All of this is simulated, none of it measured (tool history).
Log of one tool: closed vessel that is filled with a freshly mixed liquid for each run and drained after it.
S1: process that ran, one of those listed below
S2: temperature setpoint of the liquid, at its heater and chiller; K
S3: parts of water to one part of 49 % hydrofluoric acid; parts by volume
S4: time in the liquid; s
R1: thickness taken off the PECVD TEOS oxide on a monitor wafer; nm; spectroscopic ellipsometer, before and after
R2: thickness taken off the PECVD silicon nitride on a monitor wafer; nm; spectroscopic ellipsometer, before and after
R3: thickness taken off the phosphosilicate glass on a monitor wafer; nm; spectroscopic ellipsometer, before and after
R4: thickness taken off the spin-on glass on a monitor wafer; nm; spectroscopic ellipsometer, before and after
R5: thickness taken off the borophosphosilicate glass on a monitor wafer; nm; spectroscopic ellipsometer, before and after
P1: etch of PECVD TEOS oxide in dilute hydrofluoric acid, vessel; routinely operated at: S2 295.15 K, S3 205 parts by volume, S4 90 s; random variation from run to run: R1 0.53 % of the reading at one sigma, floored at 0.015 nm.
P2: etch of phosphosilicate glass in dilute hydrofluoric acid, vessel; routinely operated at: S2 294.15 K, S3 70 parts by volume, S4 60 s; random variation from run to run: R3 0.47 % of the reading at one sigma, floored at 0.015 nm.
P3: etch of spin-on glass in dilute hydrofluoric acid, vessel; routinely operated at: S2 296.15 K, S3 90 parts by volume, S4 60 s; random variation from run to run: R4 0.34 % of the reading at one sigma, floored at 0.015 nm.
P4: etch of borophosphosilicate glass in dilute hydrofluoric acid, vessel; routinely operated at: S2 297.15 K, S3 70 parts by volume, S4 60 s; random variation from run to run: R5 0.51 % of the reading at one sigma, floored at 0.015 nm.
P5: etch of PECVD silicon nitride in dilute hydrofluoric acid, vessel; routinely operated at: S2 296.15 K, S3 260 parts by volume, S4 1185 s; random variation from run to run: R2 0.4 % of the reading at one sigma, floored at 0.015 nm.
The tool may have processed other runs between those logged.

{"run": 1, "day": 0.175, "S1": "P1", "S2": 295.15, "S3": 205, "S4": 90, "R1": 6.7691}
{"run": 2, "day": 0.425, "S1": "P5", "S2": 296.15, "S3": 260, "S4": 1185, "R2": 7.0529}
{"run": 3, "day": 0.633, "S1": "P1", "S2": 295.15, "S3": 205, "S4": 90, "R1": 6.803}
{"run": 4, "day": 0.95, "S1": "P2", "S2": 294.15, "S3": 70, "S4": 60, "R3": 84.092}
{"run": 5, "day": 1.125, "S1": "P1", "S2": 295.15, "S3": 205, "S4": 90, "R1": 6.8231}
{"run": 6, "day": 1.483, "S1": "P1", "S2": 295.15, "S3": 95, "S4": 30, "R1": 5.4954}
{"run": 7, "day": 1.675, "S1": "P5", "S2": 296.15, "S3": 445, "S4": 1185, "R2": 4.1442}
{"run": 8, "day": 1.871, "S1": "P2", "S2": 290.15, "S3": 70, "S4": 60, "R3": 70.579}
{"run": 9, "day": 2.042, "S1": "P1", "S2": 295.15, "S3": 205, "S4": 90, "R1": 6.7736}
{"run": 10, "day": 2.217, "S1": "P1", "S2": 295.15, "S3": 205, "S4": 165, "R1": 12.38}
{"run": 11, "day": 2.512, "S1": "P3", "S2": 296.15, "S3": 90, "S4": 30, "R4": 14.235}
{"run": 12, "day": 2.829, "S1": "P5", "S2": 290.15, "S3": 260, "S4": 1185, "R2": 4.8402}
{"day": 2.921, "done": "hydrofluoric acid flow meter replaced"}
{"run": 13, "day": 3.017, "S1": "P1", "S2": 295.15, "S3": 205, "S4": 90, "R1": 6.8219}
{"run": 14, "day": 3.221, "S1": "P1", "S2": 301.65, "S3": 205, "S4": 90, "R1": 8.5681}
{"run": 15, "day": 3.408, "S1": "P1", "S2": 295.15, "S3": 205, "S4": 30, "R1": 2.264}
{"run": 16, "day": 3.758, "S1": "P2", "S2": 294.15, "S3": 70, "S4": 30, "R3": 42.255}
{"run": 17, "day": 4.104, "S1": "P3", "S2": 296.15, "S3": 90, "S4": 60, "R4": 28.351}
{"run": 18, "day": 4.375, "S1": "P3", "S2": 290.15, "S3": 90, "S4": 60, "R4": 22.194}
{"run": 19, "day": 4.75, "S1": "P1", "S2": 295.15, "S3": 330, "S4": 90, "R1": 3.724}
{"run": 20, "day": 4.988, "S1": "P1", "S2": 299.15, "S3": 90, "S4": 90, "R1": 20.603}
{"run": 21, "day": 5.242, "S1": "P1", "S2": 295.15, "S3": 60, "S4": 90, "R1": 27.191}
{"run": 22, "day": 5.596, "S1": "P1", "S2": 290.15, "S3": 205, "S4": 90, "R1": 5.5458}
{"run": 23, "day": 5.9, "S1": "P4", "S2": 290.15, "S3": 70, "S4": 60, "R5": 35.37}
{"run": 24, "day": 6.067, "S1": "P2", "S2": 294.15, "S3": 35, "S4": 60, "R3": 176.1}
{"run": 25, "day": 6.321, "S1": "P4", "S2": 297.15, "S3": 110, "S4": 60, "R5": 28.797}
{"run": 26, "day": 6.679, "S1": "P5", "S2": 296.15, "S3": 260, "S4": 1695, "R2": 10.115}
{"run": 27, "day": 6.979, "S1": "P5", "S2": 296.15, "S3": 260, "S4": 1185, "R2": 7.0732}
{"run": 28, "day": 7.254, "S1": "P3", "S2": 296.15, "S3": 40, "S4": 60, "R4": 67.96}
{"run": 29, "day": 7.525, "S1": "P1", "S2": 299.65, "S3": 50, "S4": 90, "R1": 40.128}
{"run": 30, "day": 7.858, "S1": "P4", "S2": 297.15, "S3": 70, "S4": 105, "R5": 83.204}
{"run": 31, "day": 8.171, "S1": "P4", "S2": 297.15, "S3": 70, "S4": 60, "R5": 47.479}
{"run": 32, "day": 8.371, "S1": "P1", "S2": 295.15, "S3": 205, "S4": 90, "R1": 6.7895}
{"run": 33, "day": 8.558, "S1": "P1", "S2": 295.15, "S3": 205, "S4": 90, "R1": 6.8732}
{"run": 34, "day": 8.888, "S1": "P1", "S2": 295.15, "S3": 205, "S4": 90, "R1": 7.0292}
{"run": 35, "day": 9.2, "S1": "P1", "S2": 295.15, "S3": 205, "S4": 90, "R1": 7.0947}
{"run": 36, "day": 9.504, "S1": "P1", "S2": 295.15, "S3": 205, "S4": 90, "R1": 7.0946}
{"run": 37, "day": 9.854, "S1": "P1", "S2": 295.15, "S3": 205, "S4": 90, "R1": 7.1471}
{"run": 38, "day": 10.179, "S1": "P1", "S2": 295.15, "S3": 205, "S4": 90, "R1": 7.1839}
{"run": 39, "day": 10.488, "S1": "P1", "S2": 295.15, "S3": 205, "S4": 90, "R1": 7.1471}
{"run": 40, "day": 10.742, "S1": "P1", "S2": 295.15, "S3": 205, "S4": 90, "R1": 7.1841}
{"run": 41, "day": 10.962, "S1": "P1", "S2": 295.15, "S3": 205, "S4": 90, "R1": 7.256}

The output of P1 has drifted from where it used to be. Each of the 2 causes below, taken at the size shown beside it, accounts for the log equally well:
A: hydrofluoric acid flow above the setpoint (%) = 4.57
B: liquid hotter than its thermometer reads (K) = 1.45
The process output started creeping at around day 8.371.

Below are 4 check runs, each on a single wafer, with their results shown as question marks. Which of them would tell the listed causes apart, meaning the causes would give clearly different results under it?
{"run": "check 1", "day": 11.183, "S1": "P5", "S2": 296.15, "S3": 260, "S4": 1185, "R2": "?"}
{"run": "check 2", "day": 11.183, "S1": "P4", "S2": 297.15, "S3": 70, "S4": 60, "R5": "?"}
{"run": "check 3", "day": 11.183, "S1": "P3", "S2": 296.15, "S3": 90, "S4": 60, "R4": "?"}
{"run": "check 4", "day": 11.183, "S1": "P2", "S2": 294.15, "S3": 70, "S4": 60, "R3": "?"}

Expected result of each check under each candidate cause:
check=check_1 result=R2 if_A=7.4124 if_B=7.7609
check=check_2 result=R5 if_A=49.926 if_B=50.415
check=check_3 result=R4 if_A=29.884 if_B=30.141
check=check_4 result=R3 if_A=88.381 if_B=89.403
Distance between the nearest two causes, measured in the result of the check that separates them most: check 1 4.59 %; check 2 0.97 %; check 3 0.86 %; check 4 1.15 %
Only check 1 tells the causes apart: in the others they would give nearly the same result.

Check 1 was carried out, with these results: R2 7.8254 nm. Which of the listed causes is responsible?

The cause is B: liquid hotter than its thermometer reads (K).
